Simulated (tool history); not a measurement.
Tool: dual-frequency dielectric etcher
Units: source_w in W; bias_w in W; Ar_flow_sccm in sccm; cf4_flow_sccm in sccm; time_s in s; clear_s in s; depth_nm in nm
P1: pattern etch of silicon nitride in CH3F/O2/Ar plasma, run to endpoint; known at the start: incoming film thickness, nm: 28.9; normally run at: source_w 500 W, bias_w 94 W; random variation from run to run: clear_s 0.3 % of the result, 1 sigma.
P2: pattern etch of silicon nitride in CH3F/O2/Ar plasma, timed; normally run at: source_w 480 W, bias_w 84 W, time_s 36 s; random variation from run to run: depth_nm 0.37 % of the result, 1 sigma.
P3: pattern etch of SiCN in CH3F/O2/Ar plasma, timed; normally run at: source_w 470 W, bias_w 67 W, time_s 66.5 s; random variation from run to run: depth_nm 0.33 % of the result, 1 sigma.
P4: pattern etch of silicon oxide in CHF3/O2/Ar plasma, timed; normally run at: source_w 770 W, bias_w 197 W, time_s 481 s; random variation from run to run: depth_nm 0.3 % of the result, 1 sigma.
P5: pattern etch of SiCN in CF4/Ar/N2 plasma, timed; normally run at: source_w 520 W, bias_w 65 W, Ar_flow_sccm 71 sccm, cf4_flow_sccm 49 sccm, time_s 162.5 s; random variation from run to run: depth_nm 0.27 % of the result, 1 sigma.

run,hour,process,source_w,bias_w,Ar_flow_sccm,cf4_flow_sccm,time_s,clear_s,depth_nm
1,5.8,P1,500,94,,,,35.37,
2,9.6,P1,500,58,,,,41.957,
3,14.9,P1,500,94,,,,35.577,
4,18.2,P5,520,65,71,29,162.5,,138.77
5,21.6,P2,480,102,,,36,,31.687
6,24.4,P5,520,65,71,49,162.5,,151.7
7,27.9,P3,470,67,,,87,,34.403
8,31.4,P1,330,94,,,,41.207,
9,35.1,P1,350,71,,,,44.893,
10,39.7,P2,480,84,,,36,,29.363
11,42.4,P5,370,65,71,49,162.5,,112.09
12,46.9,P1,500,94,,,,35.496,
13,51.6,P1,700,94,,,,31.248,
14,54.8,P4,770,197,,,481,,1063.9
15,57.8,P1,500,116,,,,32.808,
16,63.8,P5,520,91,71,49,162.5,,170.11
17,70,P1,500,94,,,,35.275,
18,74.9,P1,500,94,,,,35.524,
19,79.3,P5,520,65,71,49,162.5,,151.76
20,83.9,P1,320,73,,,,45.733,
21,89.3,P4,770,197,,,481,,1054.2
22,94.8,P5,520,65,89,49,162.5,,145.74
23,98.6,P2,480,84,,,49.5,,40.58
24,101.9,P1,500,94,,,,35.575,
25,104.7,P3,470,67,,,66.5,,26.294

The next listed run, before its measurement:
26,108.4,P4,510,197,,,481,,?

Run 26 gave depth_nm 906.24 nm.

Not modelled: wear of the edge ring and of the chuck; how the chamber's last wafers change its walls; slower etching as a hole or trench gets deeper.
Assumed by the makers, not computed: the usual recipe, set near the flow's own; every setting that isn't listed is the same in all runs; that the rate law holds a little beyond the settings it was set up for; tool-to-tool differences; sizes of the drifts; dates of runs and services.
